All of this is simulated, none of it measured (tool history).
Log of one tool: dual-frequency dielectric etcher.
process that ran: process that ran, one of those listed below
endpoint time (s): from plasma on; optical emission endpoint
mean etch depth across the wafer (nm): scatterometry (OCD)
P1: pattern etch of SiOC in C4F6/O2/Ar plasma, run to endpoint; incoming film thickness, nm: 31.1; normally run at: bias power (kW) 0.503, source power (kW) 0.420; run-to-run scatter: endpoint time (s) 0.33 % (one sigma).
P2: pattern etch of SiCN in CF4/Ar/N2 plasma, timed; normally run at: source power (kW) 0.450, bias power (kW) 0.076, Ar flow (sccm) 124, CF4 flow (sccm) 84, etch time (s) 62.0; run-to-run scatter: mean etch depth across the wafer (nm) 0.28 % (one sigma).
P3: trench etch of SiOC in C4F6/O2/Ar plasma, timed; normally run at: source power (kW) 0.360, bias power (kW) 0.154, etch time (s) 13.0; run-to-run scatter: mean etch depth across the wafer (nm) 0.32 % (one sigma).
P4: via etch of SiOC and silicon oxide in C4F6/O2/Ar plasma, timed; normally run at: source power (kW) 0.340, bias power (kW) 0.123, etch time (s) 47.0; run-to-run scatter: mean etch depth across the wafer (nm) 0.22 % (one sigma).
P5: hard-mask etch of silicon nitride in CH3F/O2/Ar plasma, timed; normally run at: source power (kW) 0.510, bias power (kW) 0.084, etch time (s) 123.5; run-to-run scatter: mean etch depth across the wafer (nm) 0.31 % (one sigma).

| run | hour | process that ran | bias power (kW) | source power (kW) | etch time (s) | Ar flow (sccm) | CF4 flow (sccm) | hours since the last wet clean | hours since the last bias power generator calibration | hours since the last source power generator calibration | endpoint time (s) | mean etch depth across the wafer (nm) |
|---|---|---|---|---|---|---|---|---|---|---|---|---|
| 1 | 6.7 | P1 | 0.503 | 0.420 |  |  |  | 216.3 | 2078.1 | 2620.8 | 10.4250 |  |
| 2 | 14.6 | P3 | 0.154 | 0.360 | 9.0 |  |  | 224.2 | 2086.0 | 2628.7 |  | 17.264 |
| 3 | 20.2 | P3 | 0.154 | 0.460 | 13.0 |  |  | 229.8 | 2091.6 | 2634.3 |  | 27.278 |
| 4 | 30.1 | P5 | 0.084 | 0.510 | 68.0 |  |  | 239.7 | 2101.5 | 2644.2 |  | 55.701 |
| 5 | 42.4 | P1 | 0.503 | 0.420 |  |  |  | 252.0 | 2113.8 | 2656.5 | 10.4370 |  |
| 6 | 52.3 | P5 | 0.084 | 0.400 | 123.5 |  |  | 261.9 | 2123.7 | 2666.4 |  | 92.320 |
| 7 | 62.3 | P2 | 0.076 | 0.450 | 83.0 | 124 | 84 | 271.9 | 2133.7 | 2676.4 |  | 76.261 |
| 8 | 73.3 | P1 | 0.503 | 0.570 |  |  |  | 282.9 | 2144.7 | 2687.4 | 9.2957 |  |
| 9 | 83.9 | P2 | 0.051 | 0.450 | 62.0 | 124 | 84 | 293.5 | 2155.3 | 2698.0 |  | 49.492 |
| 10 | 92.5 | P1 | 0.641 | 0.550 |  |  |  | 302.1 | 2163.9 | 2706.6 | 8.5987 |  |
| 11 | 102.5 | P5 | 0.084 | 0.510 | 123.5 |  |  | 312.1 | 2173.9 | 2716.6 |  | 101.160 |
| 12 | 113.8 | P4 | 0.123 | 0.260 | 47.0 |  |  | 323.4 | 2185.2 | 2727.9 |  | 38.674 |
| 13 | 124.9 | P4 | 0.148 | 0.340 | 47.0 |  |  | 334.5 | 2196.3 | 2739.0 |  | 45.287 |
| 14 | 131.3 | P1 | 0.503 | 0.420 |  |  |  | 340.9 | 2202.7 | 2745.4 | 10.4160 |  |
| 15 | 136.7 | P1 | 0.503 | 0.420 |  |  |  | 346.3 | 2208.1 | 2750.8 | 10.4110 |  |
| 16 | 143.9 | P1 | 0.616 | 0.420 |  |  |  | 353.5 | 2215.3 | 2758.0 | 9.5814 |  |
| 17 | 153.2 | P3 | 0.154 | 0.360 | 13.0 |  |  | 362.8 | 2224.6 | 2767.3 |  | 24.779 |
| 18 | 162.2 | P1 | 0.503 | 0.420 |  |  |  | 371.8 | 2233.6 | 2776.3 | 10.4170 |  |
| 19 | 168.1 | P2 | 0.076 | 0.450 | 62.0 | 124 | 117 | 377.7 | 2239.5 | 2782.2 |  | 59.760 |
| 20 | 176.5 | P1 | 0.503 | 0.420 |  |  |  | 386.1 | 2247.9 | 2790.6 | 10.3750 |  |
| 21 | 182.9 | P2 | 0.076 | 0.560 | 62.0 | 124 | 84 | 392.5 | 2254.3 | 2797.0 |  | 68.811 |
| 22 | 193.1 | P4 | 0.123 | 0.340 | 47.0 |  |  | 402.7 | 2264.5 | 2807.2 |  | 42.834 |
| 23 | 202.0 | P1 | 0.503 | 0.320 |  |  |  | 411.6 | 2273.4 | 2816.1 | 11.4710 |  |
| 24 | 209.5 | P2 | 0.076 | 0.450 | 62.0 | 95 | 84 | 419.1 | 2280.9 | 2823.6 |  | 58.960 |

The next listed run, before its measurement:
| 25 | 218.2 | P5 | 0.057 | 0.510 | 123.5 |  |  | 427.8 | 2289.6 | 2832.3 |  | ? |

mean etch depth across the wafer (nm): 88.636
